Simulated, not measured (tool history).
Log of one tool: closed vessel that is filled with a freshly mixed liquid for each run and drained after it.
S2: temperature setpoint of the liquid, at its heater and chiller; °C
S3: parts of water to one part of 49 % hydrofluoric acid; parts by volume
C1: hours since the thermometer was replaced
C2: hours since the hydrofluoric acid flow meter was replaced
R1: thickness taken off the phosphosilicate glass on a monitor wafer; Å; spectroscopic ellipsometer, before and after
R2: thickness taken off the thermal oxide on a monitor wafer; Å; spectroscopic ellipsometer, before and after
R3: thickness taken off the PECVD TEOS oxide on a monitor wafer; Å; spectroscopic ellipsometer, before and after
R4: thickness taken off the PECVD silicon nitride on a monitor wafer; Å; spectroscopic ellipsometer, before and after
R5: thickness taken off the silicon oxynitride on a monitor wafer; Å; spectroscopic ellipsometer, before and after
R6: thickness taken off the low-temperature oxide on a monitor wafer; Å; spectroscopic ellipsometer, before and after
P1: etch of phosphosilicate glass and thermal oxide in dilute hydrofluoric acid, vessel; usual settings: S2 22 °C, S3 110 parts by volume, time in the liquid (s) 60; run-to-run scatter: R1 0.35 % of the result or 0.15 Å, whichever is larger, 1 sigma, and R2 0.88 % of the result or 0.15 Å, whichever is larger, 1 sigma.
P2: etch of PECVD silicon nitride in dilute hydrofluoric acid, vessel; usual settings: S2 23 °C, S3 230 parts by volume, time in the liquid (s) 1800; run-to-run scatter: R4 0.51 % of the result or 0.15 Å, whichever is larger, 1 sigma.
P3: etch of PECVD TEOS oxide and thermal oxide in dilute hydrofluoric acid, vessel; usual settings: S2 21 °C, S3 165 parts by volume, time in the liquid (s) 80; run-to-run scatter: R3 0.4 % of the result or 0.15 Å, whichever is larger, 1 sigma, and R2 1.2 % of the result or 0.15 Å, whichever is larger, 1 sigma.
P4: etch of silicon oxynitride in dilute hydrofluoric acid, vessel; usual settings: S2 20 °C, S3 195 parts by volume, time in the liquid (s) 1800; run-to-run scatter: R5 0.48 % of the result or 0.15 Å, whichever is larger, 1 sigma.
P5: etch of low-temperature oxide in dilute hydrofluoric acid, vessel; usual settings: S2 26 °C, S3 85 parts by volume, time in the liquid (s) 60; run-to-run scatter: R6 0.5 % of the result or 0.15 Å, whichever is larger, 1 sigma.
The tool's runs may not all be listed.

{"run": 1, "hour": 6.8, "process that ran": "P1", "S2": 22, "S3": 110, "time in the liquid (s)": 60, "C1": 206.1, "C2": 1024.5, "R1": 292.19, "R2": 24.244}
{"run": 2, "hour": 11.9, "process that ran": "P3", "S2": 28.5, "S3": 165, "time in the liquid (s)": 80, "C1": 211.2, "C2": 1029.6, "R2": 24.412, "R3": 73.681}
{"run": 3, "hour": 19.9, "process that ran": "P2", "S2": 23, "S3": 230, "time in the liquid (s)": 60, "C1": 219.2, "C2": 1037.6, "R4": 4.6021}
{"run": 4, "hour": 28.4, "process that ran": "P1", "S2": 22, "S3": 110, "time in the liquid (s)": 60, "C1": 227.7, "C2": 1046.1, "R1": 291.75, "R2": 24.466}
{"run": 5, "hour": 39.0, "process that ran": "P4", "S2": 25, "S3": 195, "time in the liquid (s)": 1800, "C1": 238.3, "C2": 1056.7, "R5": 158.17}
{"run": 6, "hour": 48.8, "process that ran": "P1", "S2": 22, "S3": 110, "time in the liquid (s)": 60, "C1": 248.1, "C2": 1066.5, "R1": 290.23, "R2": 24.234}
{"run": 7, "hour": 55.5, "process that ran": "P2", "S2": 18, "S3": 230, "time in the liquid (s)": 1800, "C1": 254.8, "C2": 1073.2, "R4": 99.194}
{"run": 8, "hour": 61.8, "process that ran": "P5", "S2": 20.5, "S3": 85, "time in the liquid (s)": 60, "C1": 261.1, "C2": 1079.5, "R6": 66.058}
{"hour": 65.9, "done": "hydrofluoric acid flow meter replaced"}
{"run": 9, "hour": 66.9, "process that ran": "P4", "S2": 20, "S3": 195, "time in the liquid (s)": 1800, "C1": 266.2, "C2": 1, "R5": 124.85}
{"run": 10, "hour": 76.9, "process that ran": "P5", "S2": 26, "S3": 120, "time in the liquid (s)": 60, "C1": 276.2, "C2": 11, "R6": 56.325}
{"run": 11, "hour": 82.9, "process that ran": "P4", "S2": 20, "S3": 195, "time in the liquid (s)": 3480, "C1": 282.2, "C2": 17, "R5": 245.49}
{"run": 12, "hour": 90.7, "process that ran": "P4", "S2": 20, "S3": 275, "time in the liquid (s)": 1800, "C1": 290, "C2": 24.8, "R5": 85.193}
{"run": 13, "hour": 101.1, "process that ran": "P2", "S2": 23, "S3": 230, "time in the liquid (s)": 1800, "C1": 300.4, "C2": 35.2, "R4": 134.5}
{"run": 14, "hour": 106.1, "process that ran": "P3", "S2": 21, "S3": 45, "time in the liquid (s)": 80, "C1": 305.4, "C2": 40.2, "R2": 77.697, "R3": 232.74}
{"run": 15, "hour": 114.8, "process that ran": "P5", "S2": 26, "S3": 85, "time in the liquid (s)": 60, "C1": 314.1, "C2": 48.9, "R6": 82.2}
{"run": 16, "hour": 122.6, "process that ran": "P1", "S2": 22, "S3": 60, "time in the liquid (s)": 30, "C1": 321.9, "C2": 56.7, "R1": 284.02, "R2": 23.847}
{"run": 17, "hour": 133.0, "process that ran": "P3", "S2": 21, "S3": 165, "time in the liquid (s)": 80, "C1": 332.3, "C2": 67.1, "R2": 18.449, "R3": 55.732}
{"run": 18, "hour": 139.9, "process that ran": "P2", "S2": 23, "S3": 40, "time in the liquid (s)": 1800, "C1": 339.2, "C2": 74, "R4": 762.41}
{"run": 19, "hour": 150.1, "process that ran": "P1", "S2": 22, "S3": 110, "time in the liquid (s)": 60, "C1": 349.4, "C2": 84.2, "R1": 291.82, "R2": 24.684}
{"run": 20, "hour": 155.2, "process that ran": "P1", "S2": 22, "S3": 160, "time in the liquid (s)": 60, "C1": 354.5, "C2": 89.3, "R1": 189.41, "R2": 16.098}
{"run": 21, "hour": 161.2, "process that ran": "P5", "S2": 26, "S3": 85, "time in the liquid (s)": 30, "C1": 360.5, "C2": 95.3, "R6": 41.601}
{"run": 22, "hour": 168.5, "process that ran": "P1", "S2": 22, "S3": 60, "time in the liquid (s)": 60, "C1": 367.8, "C2": 102.6, "R1": 570.59, "R2": 47.737}
{"run": 23, "hour": 177.1, "process that ran": "P1", "S2": 22, "S3": 110, "time in the liquid (s)": 90, "C1": 376.4, "C2": 111.2, "R1": 439.14, "R2": 36.913}
{"run": 24, "hour": 187.6, "process that ran": "P3", "S2": 21, "S3": 165, "time in the liquid (s)": 30, "C1": 386.9, "C2": 121.7, "R2": 6.8505, "R3": 20.911}
{"run": 25, "hour": 193.0, "process that ran": "P1", "S2": 22, "S3": 110, "time in the liquid (s)": 60, "C1": 392.3, "C2": 127.1, "R1": 291.76, "R2": 24.794}
{"run": 26, "hour": 199.3, "process that ran": "P1", "S2": 22, "S3": 110, "time in the liquid (s)": 30, "C1": 398.6, "C2": 133.4, "R1": 145.72, "R2": 12.545}
{"run": 27, "hour": 209.4, "process that ran": "P1", "S2": 17, "S3": 110, "time in the liquid (s)": 60, "C1": 408.7, "C2": 143.5, "R1": 237.53, "R2": 20.431}
{"run": 28, "hour": 219.5, "process that ran": "P5", "S2": 26, "S3": 85, "time in the liquid (s)": 60, "C1": 418.8, "C2": 153.6, "R6": 82.48}
{"run": 29, "hour": 227.2, "process that ran": "P1", "S2": 28, "S3": 110, "time in the liquid (s)": 60, "C1": 426.5, "C2": 161.3, "R1": 367.13, "R2": 31.014}
{"run": 30, "hour": 237.8, "process that ran": "P1", "S2": 22, "S3": 110, "time in the liquid (s)": 60, "C1": 437.1, "C2": 171.9, "R1": 290.15, "R2": 24.505}
{"run": 31, "hour": 246.0, "process that ran": "P1", "S2": 22, "S3": 110, "time in the liquid (s)": 60, "C1": 445.3, "C2": 180.1, "R1": 301.09, "R2": 25.574}
{"run": 32, "hour": 255.7, "process that ran": "P1", "S2": 22, "S3": 110, "time in the liquid (s)": 60, "C1": 455, "C2": 189.8, "R1": 309.57, "R2": 25.877}
{"run": 33, "hour": 260.7, "process that ran": "P1", "S2": 22, "S3": 110, "time in the liquid (s)": 60, "C1": 460, "C2": 194.8, "R1": 313.44, "R2": 26.035}
{"run": 34, "hour": 265.8, "process that ran": "P1", "S2": 22, "S3": 110, "time in the liquid (s)": 60, "C1": 465.1, "C2": 199.9, "R1": 313.26, "R2": 26.511}
{"run": 35, "hour": 271.9, "process that ran": "P1", "S2": 22, "S3": 110, "time in the liquid (s)": 60, "C1": 471.2, "C2": 206, "R1": 317.58, "R2": 26.474}
{"run": 36, "hour": 280.3, "process that ran": "P1", "S2": 22, "S3": 110, "time in the liquid (s)": 60, "C1": 479.6, "C2": 214.4, "R1": 316.4, "R2": 26.818}
{"run": 37, "hour": 287.5, "process that ran": "P1", "S2": 22, "S3": 110, "time in the liquid (s)": 60, "C1": 486.8, "C2": 221.6, "R1": 319.88, "R2": 26.798}
{"run": 38, "hour": 292.5, "process that ran": "P1", "S2": 22, "S3": 110, "time in the liquid (s)": 60, "C1": 491.8, "C2": 226.6, "R1": 319.89, "R2": 26.507}
{"run": 39, "hour": 302.2, "process that ran": "P1", "S2": 22, "S3": 110, "time in the liquid (s)": 60, "C1": 501.5, "C2": 236.3, "R1": 321.39, "R2": 26.578}
{"run": 40, "hour": 312.3, "process that ran": "P1", "S2": 22, "S3": 110, "time in the liquid (s)": 60, "C1": 511.6, "C2": 246.4, "R1": 320.5, "R2": 27.049}
{"run": 41, "hour": 319.4, "process that ran": "P1", "S2": 22, "S3": 110, "time in the liquid (s)": 60, "C1": 518.7, "C2": 253.5, "R1": 320.57, "R2": 27.142}

What P1 gives has crept away from where it was. These 2 causes fit the log equally well, each at the size given:
A: liquid hotter than its thermometer reads (K) = 2.44
B: hydrofluoric acid flow above the setpoint (%) = 8.98
The creep began at about hour 237.8.

4 check runs are offered, one wafer each, their results left as question marks. Which one tells the causes apart?
{"run": "check 1", "hour": 326.5, "process that ran": "P5", "S2": 26, "S3": 110, "time in the liquid (s)": 30, "R6": "?"}
{"run": "check 2", "hour": 326.5, "process that ran": "P4", "S2": 25, "S3": 195, "time in the liquid (s)": 1800, "R5": "?"}
{"run": "check 3", "hour": 326.5, "process that ran": "P2", "S2": 23, "S3": 155, "time in the liquid (s)": 205, "R4": "?"}
{"run": "check 4", "hour": 326.5, "process that ran": "P3", "S2": 26.5, "S3": 55, "time in the liquid (s)": 80, "R2": "?", "R3": "?"}

What each check would give under each cause:
check=check_1 result=R6 if_A=33.87 if_B=34.02
check=check_2 result=R5 if_A=175.73 if_B=174.33
check=check_3 result=R4 if_A=26.732 if_B=24.874
check=check_4 result=R2 if_A=86.02 if_B=85.612
check=check_4 result=R3 if_A=261.54 if_B=260.3
How far apart the two closest causes lie, in the result that separates them most: check 1 0.44 %; check 2 0.8 %; check 3 7.21 %; check 4 0.47 %
Only check 3 tells the causes apart: in the others they would give nearly the same result.

Then check 3 was run and gave: R4 24.745 Å. Which cause is it?

It is B: hydrofluoric acid flow above the setpoint (%).
